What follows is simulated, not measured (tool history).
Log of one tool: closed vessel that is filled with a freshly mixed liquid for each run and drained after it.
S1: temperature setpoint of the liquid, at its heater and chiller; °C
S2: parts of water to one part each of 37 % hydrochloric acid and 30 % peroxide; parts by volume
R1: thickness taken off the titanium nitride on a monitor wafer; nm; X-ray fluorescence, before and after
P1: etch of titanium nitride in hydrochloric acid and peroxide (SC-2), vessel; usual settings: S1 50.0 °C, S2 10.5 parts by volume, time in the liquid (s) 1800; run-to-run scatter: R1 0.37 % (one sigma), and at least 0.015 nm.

Run 1, hour 14.6: S1 50.0 °C, S2 10.5 parts by volume, time in the liquid (s) 1800. Result: R1 47.7010 nm.
Run 2, hour 30.8: S1 50.0 °C, S2 10.5 parts by volume, time in the liquid (s) 1800. Result: R1 47.3470 nm.
Run 3, hour 45.1: S1 50.0 °C, S2 10.5 parts by volume, time in the liquid (s) 3525. Result: R1 92.6460 nm.
Run 4, hour 60.0: S1 50.0 °C, S2 10.5 parts by volume, time in the liquid (s) 1800. Result: R1 47.6710 nm.
Run 5, hour 71.6: S1 64.5 °C, S2 10.5 parts by volume, time in the liquid (s) 1800. Result: R1 119.5200 nm.
Run 6, hour 80.9: S1 50.0 °C, S2 10.5 parts by volume, time in the liquid (s) 1800. Result: R1 47.4280 nm.
Run 7, hour 88.8: S1 65.5 °C, S2 4.0 parts by volume, time in the liquid (s) 1800. Result: R1 264.4400 nm.
Run 8, hour 100.0: S1 50.0 °C, S2 10.5 parts by volume, time in the liquid (s) 1800. Result: R1 47.0400 nm.
Run 9, hour 108.5: S1 50.0 °C, S2 4.0 parts by volume, time in the liquid (s) 1800. Result: R1 99.4010 nm.
Run 10, hour 116.0: S1 50.0 °C, S2 4.0 parts by volume, time in the liquid (s) 515. Result: R1 28.2640 nm.
Run 11, hour 125.1: S1 50.0 °C, S2 10.5 parts by volume, time in the liquid (s) 85. Result: R1 2.2352 nm.
Run 12, hour 133.5: S1 50.0 °C, S2 10.5 parts by volume, time in the liquid (s) 1800. Result: R1 47.2700 nm.
Run 13, hour 140.9: S1 50.0 °C, S2 18.5 parts by volume, time in the liquid (s) 1800. Result: R1 28.7980 nm.
Run 14, hour 151.3: S1 50.0 °C, S2 10.5 parts by volume, time in the liquid (s) 1800. Result: R1 47.7130 nm.
Run 15, hour 167.6: S1 35.0 °C, S2 10.5 parts by volume, time in the liquid (s) 1800. Result: R1 16.6020 nm.
Run 16, hour 182.4: S1 50.0 °C, S2 10.5 parts by volume, time in the liquid (s) 1800. Result: R1 47.2120 nm.
Run 17, hour 192.6: S1 50.0 °C, S2 10.5 parts by volume, time in the liquid (s) 1800. Result: R1 45.4060 nm.
Run 18, hour 206.2: S1 50.0 °C, S2 10.5 parts by volume, time in the liquid (s) 1800. Result: R1 44.0900 nm.
Run 19, hour 219.2: S1 50.0 °C, S2 10.5 parts by volume, time in the liquid (s) 1800. Result: R1 43.6530 nm.
Run 20, hour 232.3: S1 50.0 °C, S2 10.5 parts by volume, time in the liquid (s) 1800. Result: R1 43.1840 nm.
At hour 234.1: new drum of peroxide connected.
Run 21, hour 240.0: S1 50.0 °C, S2 10.5 parts by volume, time in the liquid (s) 1800. Result: R1 42.9160 nm.
Run 22, hour 253.6: S1 50.0 °C, S2 10.5 parts by volume, time in the liquid (s) 1800. Result: R1 43.0900 nm.

What P1 gives has crept away from where it was. These 2 causes fit the log equally well, each at the size given:
A: chemicals flow below the setpoint (%) = 10.9
B: liquid colder than its thermometer reads (K) = 1.46
The creep began at about hour 182.4.
Why every other cause is out:
peroxide weaker than its label (%): serviced at hour 234.1, which brought nothing back

4 check runs are offered, one wafer each, their results left as question marks. Which one tells the causes apart?
Run check 1, hour 267.2: S1 61.5 °C, S2 10.5 parts by volume, time in the liquid (s) 3505. Result: R1 ?.
Run check 2, hour 267.2: S1 42.0 °C, S2 10.5 parts by volume, time in the liquid (s) 3055. Result: R1 ?.
Run check 3, hour 267.2: S1 36.5 °C, S2 4.0 parts by volume, time in the liquid (s) 1800. Result: R1 ?.
Run check 4, hour 267.2: S1 39.5 °C, S2 10.5 parts by volume, time in the liquid (s) 100. Result: R1 ?.

What each check would give under each cause:
  check  result      if A      if B
check 1      R1  175.5700  176.7500
check 2      R1   42.2350   42.0260
check 3      R1   35.7060   34.7140
check 4      R1    1.1586    1.1510
How far apart the two closest causes lie, in the result that separates them most: check 1 0.67 %; check 2 0.5 %; check 3 2.82 %; check 4 0.66 %
Check 3 tells the causes apart: in the others they would give nearly the same result.

Then check 3 was run and gave: R1 35.8110 nm. Which cause is it?

It is A: chemicals flow below the setpoint (%).

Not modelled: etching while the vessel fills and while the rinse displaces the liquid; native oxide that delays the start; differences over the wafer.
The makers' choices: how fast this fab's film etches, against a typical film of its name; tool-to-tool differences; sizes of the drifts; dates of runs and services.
